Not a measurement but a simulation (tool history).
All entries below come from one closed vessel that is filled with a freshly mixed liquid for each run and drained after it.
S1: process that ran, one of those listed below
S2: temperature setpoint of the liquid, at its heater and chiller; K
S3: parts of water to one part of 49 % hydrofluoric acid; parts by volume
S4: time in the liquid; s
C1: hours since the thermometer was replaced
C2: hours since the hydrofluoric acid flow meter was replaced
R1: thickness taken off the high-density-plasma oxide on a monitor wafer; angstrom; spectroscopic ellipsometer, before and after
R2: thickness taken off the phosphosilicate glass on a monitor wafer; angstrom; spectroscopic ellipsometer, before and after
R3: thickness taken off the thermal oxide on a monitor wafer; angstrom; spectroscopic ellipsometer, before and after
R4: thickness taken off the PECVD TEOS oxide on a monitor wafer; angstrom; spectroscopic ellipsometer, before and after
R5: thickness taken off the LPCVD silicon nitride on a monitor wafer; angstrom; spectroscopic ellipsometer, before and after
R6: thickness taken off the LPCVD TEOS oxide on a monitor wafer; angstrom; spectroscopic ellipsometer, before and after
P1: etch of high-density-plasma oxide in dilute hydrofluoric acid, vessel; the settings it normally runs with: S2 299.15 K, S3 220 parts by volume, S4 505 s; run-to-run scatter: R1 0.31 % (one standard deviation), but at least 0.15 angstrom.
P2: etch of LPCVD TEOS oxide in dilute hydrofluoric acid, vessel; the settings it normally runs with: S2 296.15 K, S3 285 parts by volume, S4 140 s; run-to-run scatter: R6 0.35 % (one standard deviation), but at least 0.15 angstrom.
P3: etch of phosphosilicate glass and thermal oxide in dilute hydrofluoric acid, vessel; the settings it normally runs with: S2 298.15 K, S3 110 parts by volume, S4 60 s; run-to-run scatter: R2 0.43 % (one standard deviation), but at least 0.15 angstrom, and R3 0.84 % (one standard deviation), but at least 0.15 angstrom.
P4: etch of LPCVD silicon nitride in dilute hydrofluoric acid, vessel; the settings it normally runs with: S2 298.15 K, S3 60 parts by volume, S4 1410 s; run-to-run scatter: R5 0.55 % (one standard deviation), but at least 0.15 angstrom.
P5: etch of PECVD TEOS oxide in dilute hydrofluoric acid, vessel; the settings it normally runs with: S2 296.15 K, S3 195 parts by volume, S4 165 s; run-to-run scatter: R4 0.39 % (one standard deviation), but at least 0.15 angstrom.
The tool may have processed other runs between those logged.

run	day	S1	S2	S3	S4	C1	C2	R1	R2	R3	R4	R5	R6
1	0.246	P1	299.15	220	505	585.8	177.7	134.650					
2	0.442	P3	298.15	35	60	590.5	182.4		3267.50	89.155			
3	0.692	P1	299.15	125	505	596.5	188.4	264.860					
4	0.979	P5	296.15	195	30	603.4	195.3				25.989		
5	1.162	P5	296.15	195	165	607.8	199.7				143.280		
6	1.396	P4	298.15	20	1410	613.4	205.3					346.75	
7	1.725	P4	298.15	60	1410	621.3	213.2					117.50	
8	1.883	P5	290.65	195	165	625.1	217.0				115.600		
9	2.092	P1	299.15	345	505	630.1	222.0	75.676					
10	2.375	P3	298.15	110	30	636.9	228.8		469.53	12.984			
11	2.688	P4	302.65	60	1410	644.4	236.3					160.00	
12	2.946	P1	293.15	220	505	650.6	242.5	108.060					
13	3.112	P1	299.15	220	505	654.6	246.5	135.270					
14	3.371	P1	306.15	220	790	660.8	252.7	268.790					
15	3.588	P1	299.15	220	280	666.0	257.9	74.843					
16	3.808	P1	299.15	220	505	671.3	263.2	134.780					
17	3.971	P5	296.15	95	165	675.2	267.1				327.440		
18	4.283	P1	293.15	220	250	682.7	274.6	53.044					
19	4.550	P4	298.15	60	1410	689.1	281.0					119.26	
20	4.904	P2	296.15	285	65	697.6	289.5						47.840
21	5.067	P1	299.15	220	505	701.5	293.4	134.920					
22	5.221	P1	299.15	120	735	705.2	297.1	405.620					
23	5.429	P1	299.15	220	505	710.2	302.1	135.990					
24	5.662	P1	304.65	220	505	715.8	307.7	163.870					
25	5.875	P3	298.15	110	60	720.9	312.8		941.28	26.278			
26	6.050	P1	299.15	220	505	725.1	317.0	135.610					
27	6.375	P2	291.65	285	140	732.9	324.8						87.816

What does the tool deliver on the next run?
28	6.712	P2	296.15	430	140	741.0	332.9						?

{"run 28": {"R6": 59.63}}
